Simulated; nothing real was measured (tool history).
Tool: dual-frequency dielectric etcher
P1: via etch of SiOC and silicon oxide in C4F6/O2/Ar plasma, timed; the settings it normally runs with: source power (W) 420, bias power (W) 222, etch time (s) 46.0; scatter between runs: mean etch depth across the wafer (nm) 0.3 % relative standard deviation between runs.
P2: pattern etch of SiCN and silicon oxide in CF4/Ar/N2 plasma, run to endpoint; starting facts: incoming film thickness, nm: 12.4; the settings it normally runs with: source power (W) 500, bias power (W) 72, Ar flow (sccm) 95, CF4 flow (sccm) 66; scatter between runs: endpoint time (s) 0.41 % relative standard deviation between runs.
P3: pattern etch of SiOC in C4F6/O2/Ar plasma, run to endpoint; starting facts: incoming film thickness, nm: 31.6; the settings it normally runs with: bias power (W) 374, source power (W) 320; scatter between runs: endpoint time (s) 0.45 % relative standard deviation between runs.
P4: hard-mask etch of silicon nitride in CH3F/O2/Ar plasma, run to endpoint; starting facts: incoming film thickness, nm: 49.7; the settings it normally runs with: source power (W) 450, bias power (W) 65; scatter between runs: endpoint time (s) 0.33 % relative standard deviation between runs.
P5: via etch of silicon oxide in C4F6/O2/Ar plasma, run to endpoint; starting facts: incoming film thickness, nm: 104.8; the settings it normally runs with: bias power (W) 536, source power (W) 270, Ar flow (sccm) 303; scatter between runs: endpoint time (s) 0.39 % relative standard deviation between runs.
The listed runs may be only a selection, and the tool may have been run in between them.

run   hour  process that ran  source power (W)  bias power (W)  etch time (s)  Ar flow (sccm)  CF4 flow (sccm)  mean etch depth across the wafer (nm)  endpoint time (s)
  1    6.7                P1               420             222           46.0                                                                  56.203
  2   11.9                P3               320             509                                                                                                    11.419
  3   16.3                P4               450              91                                                                                                    64.184
  4   23.4                P2               500             101                             95               66                                                    11.763
  5   30.8                P1               510             222           46.0                                                                  60.631
  6   36.7                P5               270             536                            177                                                                     24.578
  7   43.1                P1               420             222           57.5                                                                  70.338
  8   50.0                P2               500              72                             95               50                                                    13.882
  9   54.2                P4               450              65                                                                                                    72.891
 10   58.1                P4               450              65                                                                                                    72.685
 11   61.9                P1               420             222           28.5                                                                  35.172
 12   69.1                P5               270             316                            303                                                                     31.895
 13   74.7                P1               420             175           46.0                                                                  52.364
 14   81.7                P2               500              72                             56               66                                                    12.365
 15   89.4                P1               420             222           46.0                                                                  56.432
 16   97.1                P1               420             222           46.0                                                                  56.416
 17  103.9                P3               320             374                                                                                                    12.817
 18  109.5                P3               210             374                                                                                                    15.051
 19  116.3                P1               420             222           46.0                                                                  56.326
 20  122.5                P1               420             291           46.0                                                                  62.209
 21  130.2                P5               270             536                            303                                                                     26.027
 22  136.2                P2               310              72                             95               66                                                    20.272

Run 23 comes next. What will it give?
 23  141.3                P1               330             288           46.0                                                                       ?

mean etch depth across the wafer (nm): 56.317

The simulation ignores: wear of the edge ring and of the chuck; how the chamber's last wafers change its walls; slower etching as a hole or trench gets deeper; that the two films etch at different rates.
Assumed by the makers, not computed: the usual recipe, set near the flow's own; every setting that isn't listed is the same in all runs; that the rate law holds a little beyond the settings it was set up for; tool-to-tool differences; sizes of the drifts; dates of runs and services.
